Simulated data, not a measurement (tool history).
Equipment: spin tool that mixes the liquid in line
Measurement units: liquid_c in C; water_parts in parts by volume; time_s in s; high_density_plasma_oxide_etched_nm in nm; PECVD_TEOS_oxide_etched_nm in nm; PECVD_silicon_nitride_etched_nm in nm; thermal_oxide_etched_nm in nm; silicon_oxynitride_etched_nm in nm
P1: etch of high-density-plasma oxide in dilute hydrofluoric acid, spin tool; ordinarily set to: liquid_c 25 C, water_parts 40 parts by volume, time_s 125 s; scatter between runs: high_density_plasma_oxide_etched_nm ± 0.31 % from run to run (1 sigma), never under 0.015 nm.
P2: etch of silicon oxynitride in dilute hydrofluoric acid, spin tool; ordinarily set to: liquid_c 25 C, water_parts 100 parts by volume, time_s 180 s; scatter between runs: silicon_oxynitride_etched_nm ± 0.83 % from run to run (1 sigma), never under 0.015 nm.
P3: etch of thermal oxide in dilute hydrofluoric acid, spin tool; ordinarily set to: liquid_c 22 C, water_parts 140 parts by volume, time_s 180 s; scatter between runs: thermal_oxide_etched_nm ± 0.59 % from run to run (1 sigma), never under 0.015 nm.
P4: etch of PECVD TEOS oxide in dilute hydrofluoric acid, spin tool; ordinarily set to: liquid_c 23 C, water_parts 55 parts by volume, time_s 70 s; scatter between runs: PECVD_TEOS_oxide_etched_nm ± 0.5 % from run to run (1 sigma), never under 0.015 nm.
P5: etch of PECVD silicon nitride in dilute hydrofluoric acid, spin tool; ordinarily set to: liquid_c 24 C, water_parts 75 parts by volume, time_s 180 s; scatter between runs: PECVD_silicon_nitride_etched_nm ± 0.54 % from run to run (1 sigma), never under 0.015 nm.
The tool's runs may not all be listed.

run,hour,process,liquid_c,water_parts,time_s,hours since the thermometer was replaced,hours since the hydrofluoric acid flow meter was replaced,high_density_plasma_oxide_etched_nm,PECVD_TEOS_oxide_etched_nm,PECVD_silicon_nitride_etched_nm,thermal_oxide_etched_nm,silicon_oxynitride_etched_nm
1,7.7,P1,25,40,125,1516,452.8,18.062,,,,
2,18.6,P1,25,40,125,1526.9,463.7,18.026,,,,
3,26.9,P4,29.5,55,70,1535.2,472,,15.108,,,
4,38.7,P5,24,75,340,1547,483.8,,,11.193,,
5,48.1,P1,25,40,190,1556.4,493.2,27.224,,,,
6,56.5,P1,25,40,125,1564.8,501.6,18.089,,,,
7,68.4,P5,32,75,180,1576.7,513.5,,,9.831,,
8,75.8,P5,24,75,180,1584.1,520.9,,,5.9052,,
9,89.1,P1,19,40,205,1597.4,534.2,22.928,,,,
10,95.9,P3,22,140,180,1604.2,541,,,,5.5231,
11,102.8,P1,21,40,125,1611.1,547.9,15.267,,,,
12,111.2,P5,24,75,180,1619.5,556.3,,,5.8922,,
13,120.4,P1,25,40,125,1628.7,565.5,17.91,,,,
14,134.6,P3,22,140,350,1642.9,579.7,,,,10.683,
15,145.4,P2,25,100,260,1653.7,590.5,,,,,4.1132
16,153.2,P1,25,40,60,1661.5,598.3,8.614,,,,
17,163.9,P1,25,40,125,1672.2,609,17.932,,,,
18,172,P1,32,40,125,1680.3,617.1,23.787,,,,
19,183.2,P2,25,45,180,1691.5,628.3,,,,,6.5785
20,190.5,P4,23,20,70,1698.8,635.6,,33.44,,,
21,197.7,P1,18.5,20,125,1706,642.8,27.888,,,,
22,207.5,P1,25,20,125,1715.8,652.6,36.995,,,,
23,219.6,P5,24,125,180,1727.9,664.7,,,3.5322,,
24,231.1,P1,25,40,125,1739.4,676.2,18.069,,,,
25,241.1,P4,23,55,15,1749.4,686.2,,2.5218,,,
26,254.9,P3,17,140,180,1763.2,700,,,,4.5409,
27,262.4,P2,19.5,100,180,1770.7,707.5,,,,,2.2081
28,273.3,P2,25,100,180,1781.6,718.4,,,,,2.7877
29,285.7,P3,22,35,180,1794,730.8,,,,25.041,
30,299.8,P1,29,20,125,1808.1,744.9,43.77,,,,
31,310,P1,25,65,125,1818.3,755.1,10.71,,,,
32,317,P1,25,40,125,1825.3,762.1,17.976,,,,
33,327.2,P4,23,55,70,1835.5,772.3,,11.575,,,
34,339.6,P1,25,40,125,1847.9,784.7,17.944,,,,
35,350,P1,25,40,125,1858.3,795.1,18.483,,,,
36,361.7,P1,25,40,125,1870,806.8,18.735,,,,
37,373.2,P1,25,40,125,1881.5,818.3,19,,,,
38,386.6,P1,25,40,125,1894.9,831.7,19.278,,,,
39,397.9,P1,25,40,125,1906.2,843,19.387,,,,
40,408.9,P1,25,40,125,1917.2,854,19.546,,,,
41,422,P1,25,40,125,1930.3,867.1,19.74,,,,
42,433.4,P1,25,40,125,1941.7,878.5,19.642,,,,
43,446.3,P1,25,40,125,1954.6,891.4,19.605,,,,
44,455.5,P1,25,40,125,1963.8,900.6,19.668,,,,
45,468.1,P1,25,40,125,1976.4,913.2,19.669,,,,

Something has made what P1 gives creep away from where it was; the 2 causes below, each at its own stated size, fit the log equally well:
A: liquid hotter than its thermometer reads (K) = 2.21
B: hydrofluoric acid flow above the setpoint (%) = 8.92
Creep in the process output first set in at about hour 339.6.

Consider the 4 single-wafer check runs listed below, results given as question marks: which one distinguishes between the causes by giving clearly different results for each?
check 1,480.7,P3,22,55,330,,,,,,?,
check 2,480.7,P5,24,75,335,,,,,?,,
check 3,480.7,P2,25,60,180,,,,,,,?
check 4,480.7,P4,23,20,70,,,,?,,,

Expected result of each check under each candidate cause:
check,result,if A,if B
check 1,thermal_oxide_etched_nm,31.371,31.364
check 2,PECVD_silicon_nitride_etched_nm,12.685,11.923
check 3,silicon_oxynitride_etched_nm,5.4296,5.345
check 4,PECVD_TEOS_oxide_etched_nm,36.893,36.69
Per-check spread between the two closest causes, in the result where they differ most: check 1 0.02 %; check 2 6.2 %; check 3 1.57 %; check 4 0.55 %
Only in check 2 would the causes give clearly different results; in the remaining checks their results would be nearly the same.

Check 2 was carried out, with these results: PECVD_silicon_nitride_etched_nm 12.715 nm. Which of the listed causes is responsible?

Of the candidate causes, it is A: liquid hotter than its thermometer reads (K).
